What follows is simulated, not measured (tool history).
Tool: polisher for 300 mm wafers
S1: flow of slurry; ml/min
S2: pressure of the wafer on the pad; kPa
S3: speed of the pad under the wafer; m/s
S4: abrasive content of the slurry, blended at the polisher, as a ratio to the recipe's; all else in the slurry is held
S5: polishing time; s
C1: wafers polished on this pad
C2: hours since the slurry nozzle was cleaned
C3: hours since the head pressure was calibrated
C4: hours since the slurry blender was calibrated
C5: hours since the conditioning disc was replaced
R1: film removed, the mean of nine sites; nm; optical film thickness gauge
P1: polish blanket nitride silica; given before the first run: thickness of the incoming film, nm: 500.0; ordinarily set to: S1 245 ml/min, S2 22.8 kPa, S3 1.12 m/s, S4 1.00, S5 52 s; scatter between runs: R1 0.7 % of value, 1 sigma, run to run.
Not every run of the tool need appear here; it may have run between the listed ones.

run	hour	S1	S2	S3	S4	S5	C1	C2	C3	C4	C5	R1
1	13.9	245	22.8	1.12	1.00	52	805	432.8	203.2	205.6	102.3	30.225
2	25.4	145	22.8	1.12	1.00	52	955	444.3	214.7	217.1	113.8	27.965
3	33.2	245	14.5	1.12	1.00	52	1057	452.1	222.5	224.9	121.6	19.138
4	42.4	245	22.8	1.12	1.00	52	1176	461.3	231.7	234.1	130.8	30.257
5	50.2	245	31.7	1.12	1.00	52	1278	469.1	239.5	241.9	138.6	42.021
6	59.3	245	22.8	1.12	1.25	52	1397	478.2	248.6	251.0	147.7	33.064
7	69.6	245	22.8	1.52	1.00	52	1531	488.5	258.9	261.3	158.0	37.971
8	85.5	245	22.8	1.12	1.00	52	1738	504.4	274.8	277.2	173.9	29.701
9	95.3	245	22.8	0.54	1.00	52	1866	514.2	284.6	287.0	183.7	16.801
10	105.3	245	34.5	1.12	1.35	52	1996	524.2	294.6	297.0	193.7	51.506
11	117.2	245	22.8	1.12	1.00	71	2151	536.1	306.5	308.9	205.6	40.854
12	125.3	335	22.8	0.66	1.00	52	2257	544.2	314.6	317.0	213.7	20.357
13	133.0	370	22.8	1.12	1.00	52	2357	551.9	322.3	324.7	221.4	30.722
14	150.3	245	22.8	1.12	1.00	34	2582	569.2	339.6	342.0	238.7	19.475
15	160.1	245	22.8	1.12	0.60	52	2710	579.0	349.4	351.8	248.5	23.266
16	173.5	245	22.8	1.12	1.00	52	2885	592.4	362.8	365.2	261.9	30.417
17	184.0	245	22.8	1.12	1.00	52	3022	602.9	373.3	375.7	272.4	29.970
18	194.6	245	22.8	1.12	1.00	52	3160	613.5	383.9	386.3	283.0	30.270

Run 19 is up next; what results do you expect?
19	205.3	245	22.8	1.12	1.00	52	3299	624.2	394.6	397.0	293.7	?

{"run 19": {"R1": 29.137}}

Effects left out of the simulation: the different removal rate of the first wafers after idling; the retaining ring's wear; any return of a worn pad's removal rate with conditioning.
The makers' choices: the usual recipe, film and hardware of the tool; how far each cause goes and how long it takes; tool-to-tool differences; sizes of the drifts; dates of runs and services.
